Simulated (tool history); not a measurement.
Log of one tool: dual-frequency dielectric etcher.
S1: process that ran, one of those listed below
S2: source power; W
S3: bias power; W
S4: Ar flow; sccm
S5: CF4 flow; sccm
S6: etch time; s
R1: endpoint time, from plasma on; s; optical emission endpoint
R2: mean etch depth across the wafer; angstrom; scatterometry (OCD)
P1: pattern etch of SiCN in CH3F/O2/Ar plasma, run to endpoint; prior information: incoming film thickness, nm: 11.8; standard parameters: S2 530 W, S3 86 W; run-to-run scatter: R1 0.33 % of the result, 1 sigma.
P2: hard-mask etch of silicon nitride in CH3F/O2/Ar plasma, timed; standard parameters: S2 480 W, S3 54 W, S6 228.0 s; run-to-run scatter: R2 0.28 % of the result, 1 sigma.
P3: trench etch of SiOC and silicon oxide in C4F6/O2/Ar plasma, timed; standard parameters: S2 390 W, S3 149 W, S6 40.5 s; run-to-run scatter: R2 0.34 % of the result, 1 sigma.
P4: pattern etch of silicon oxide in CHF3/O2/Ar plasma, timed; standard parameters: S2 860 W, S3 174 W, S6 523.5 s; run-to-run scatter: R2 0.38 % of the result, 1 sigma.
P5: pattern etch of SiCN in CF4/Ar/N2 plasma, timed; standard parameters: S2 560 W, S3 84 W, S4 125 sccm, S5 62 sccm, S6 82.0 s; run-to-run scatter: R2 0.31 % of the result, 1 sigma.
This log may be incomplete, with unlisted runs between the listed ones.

Run 1, hour 9.6: S1 P1, S2 530 W, S3 86 W. Result: R1 25.841 s.
Run 2, hour 21.4: S1 P5, S2 560 W, S3 84 W, S4 125 sccm, S5 62 sccm, S6 106.0 s. Result: R2 1073.10 angstrom.
Run 3, hour 38.6: S1 P1, S2 620 W, S3 117 W. Result: R1 21.627 s.
Run 4, hour 47.1: S1 P3, S2 390 W, S3 149 W, S6 50.5 s. Result: R2 938.21 angstrom.
Run 5, hour 56.3: S1 P4, S2 860 W, S3 174 W, S6 316.5 s. Result: R2 7066.10 angstrom.
Run 6, hour 71.8: S1 P1, S2 340 W, S3 71 W. Result: R1 32.469 s.
Run 7, hour 82.9: S1 P5, S2 560 W, S3 84 W, S4 125 sccm, S5 74 sccm, S6 82.0 s. Result: R2 854.80 angstrom.
Run 8, hour 101.7: S1 P2, S2 480 W, S3 31 W, S6 228.0 s. Result: R2 1370.90 angstrom.
Run 9, hour 119.2: S1 P1, S2 530 W, S3 86 W. Result: R1 25.759 s.
Run 10, hour 129.5: S1 P1, S2 530 W, S3 86 W. Result: R1 25.833 s.
Run 11, hour 139.2: S1 P2, S2 480 W, S3 54 W, S6 228.0 s. Result: R2 1609.20 angstrom.
Run 12, hour 156.9: S1 P3, S2 390 W, S3 98 W, S6 40.5 s. Result: R2 669.23 angstrom.
Run 13, hour 174.6: S1 P1, S2 530 W, S3 86 W. Result: R1 25.708 s.
Run 14, hour 185.2: S1 P5, S2 560 W, S3 84 W, S4 125 sccm, S5 62 sccm, S6 82.0 s. Result: R2 831.15 angstrom.
Run 15, hour 199.0: S1 P4, S2 540 W, S3 174 W, S6 523.5 s. Result: R2 9760.20 angstrom.
Run 16, hour 212.1: S1 P1, S2 390 W, S3 86 W. Result: R1 28.853 s.
Run 17, hour 228.6: S1 P3, S2 500 W, S3 149 W, S6 40.5 s. Result: R2 835.24 angstrom.
Run 18, hour 237.6: S1 P1, S2 530 W, S3 50 W. Result: R1 31.006 s.
Run 19, hour 250.7: S1 P5, S2 710 W, S3 84 W, S4 125 sccm, S5 62 sccm, S6 82.0 s. Result: R2 1014.10 angstrom.
Run 20, hour 264.4: S1 P4, S2 860 W, S3 174 W, S6 523.5 s. Result: R2 11655.00 angstrom.
At hour 272.1: bias power generator calibrated.
Run 21, hour 277.2: S1 P1, S2 530 W, S3 120 W. Result: R1 22.669 s.
Run 22, hour 294.8: S1 P3, S2 390 W, S3 149 W, S6 40.5 s. Result: R2 758.45 angstrom.
Run 23, hour 306.1: S1 P5, S2 560 W, S3 118 W, S4 125 sccm, S5 62 sccm, S6 82.0 s. Result: R2 947.94 angstrom.
Run 24, hour 318.2: S1 P1, S2 720 W, S3 86 W. Result: R1 22.898 s.
At hour 331.7: source power generator calibrated.
Run 25, hour 332.3: S1 P2, S2 480 W, S3 54 W, S6 125.5 s. Result: R2 885.44 angstrom.
Run 26, hour 348.4: S1 P2, S2 610 W, S3 54 W, S6 228.0 s. Result: R2 1771.50 angstrom.
Run 27, hour 366.5: S1 P4, S2 860 W, S3 119 W, S6 523.5 s. Result: R2 10332.00 angstrom.
Run 28, hour 382.3: S1 P1, S2 530 W, S3 86 W. Result: R1 25.668 s.
Run 29, hour 390.8: S1 P5, S2 560 W, S3 84 W, S4 125 sccm, S5 62 sccm, S6 82.0 s. Result: R2 831.74 angstrom.
Run 30, hour 409.2: S1 P5, S2 560 W, S3 84 W, S4 167 sccm, S5 62 sccm, S6 82.0 s. Result: R2 791.58 angstrom.
Run 31, hour 425.0: S1 P3, S2 390 W, S3 149 W, S6 40.5 s. Result: R2 753.60 angstrom.
Run 32, hour 435.7: S1 P1, S2 530 W, S3 86 W. Result: R1 25.824 s.
Run 33, hour 454.1: S1 P1, S2 530 W, S3 86 W. Result: R1 25.931 s.
Run 34, hour 466.2: S1 P1, S2 530 W, S3 86 W. Result: R1 26.143 s.
Run 35, hour 477.1: S1 P1, S2 530 W, S3 86 W. Result: R1 26.068 s.
At hour 477.9: wet clean of the chamber.
Run 36, hour 488.7: S1 P1, S2 530 W, S3 86 W. Result: R1 26.013 s.
Run 37, hour 506.9: S1 P1, S2 530 W, S3 86 W. Result: R1 26.167 s.
Run 38, hour 523.1: S1 P1, S2 530 W, S3 86 W. Result: R1 26.035 s.

The log shows P1 creeping away from where it was. Any of the 2 causes listed here, at the size stated for it, fits the log just as well as the others:
A: bias power that arrives under what is set, % = 4.5
B: source power that arrives under what is set, % = 4.31
The creep began at about hour 435.7.
Why every other cause is out:
chamber walls in a state that lowers the etch rate, %: maintenance at hour 477.9, after the shift began, did not return the process to its former output

Consider the 4 check runs below, whose results appear as question marks and each of which averages 2 wafers. Which one distinguishes the causes, in that each cause would give it a clearly different result?
Run check 1, hour 539.3: S1 P3, S2 390 W, S3 149 W, S6 40.5 s. Result: R2 ?.
Run check 2, hour 539.3: S1 P2, S2 480 W, S3 54 W, S6 228.0 s. Result: R2 ?.
Run check 3, hour 539.3: S1 P4, S2 860 W, S3 174 W, S6 523.5 s. Result: R2 ?.
Run check 4, hour 539.3: S1 P5, S2 560 W, S3 84 W, S4 125 sccm, S5 62 sccm, S6 82.0 s. Result: R2 ?.

What each check would give under each cause:
  check  result      if A      if B
check 1      R2    745.52    742.98
check 2      R2   1588.50   1584.20
check 3      R2  11497.00  11473.00
check 4      R2    817.49    800.26
Per-check spread between the two closest causes, in the result where they differ most: check 1 0.34 %; check 2 0.27 %; check 3 0.21 %; check 4 2.13 %
The other checks would show nearly matching results whichever cause is true, so check 4 is the only one that separates the causes.

Check 4 has now been run. It gave: R2 799.62 angstrom. Which of the candidate causes is it?

It was cause B: source power that arrives under what is set, %.
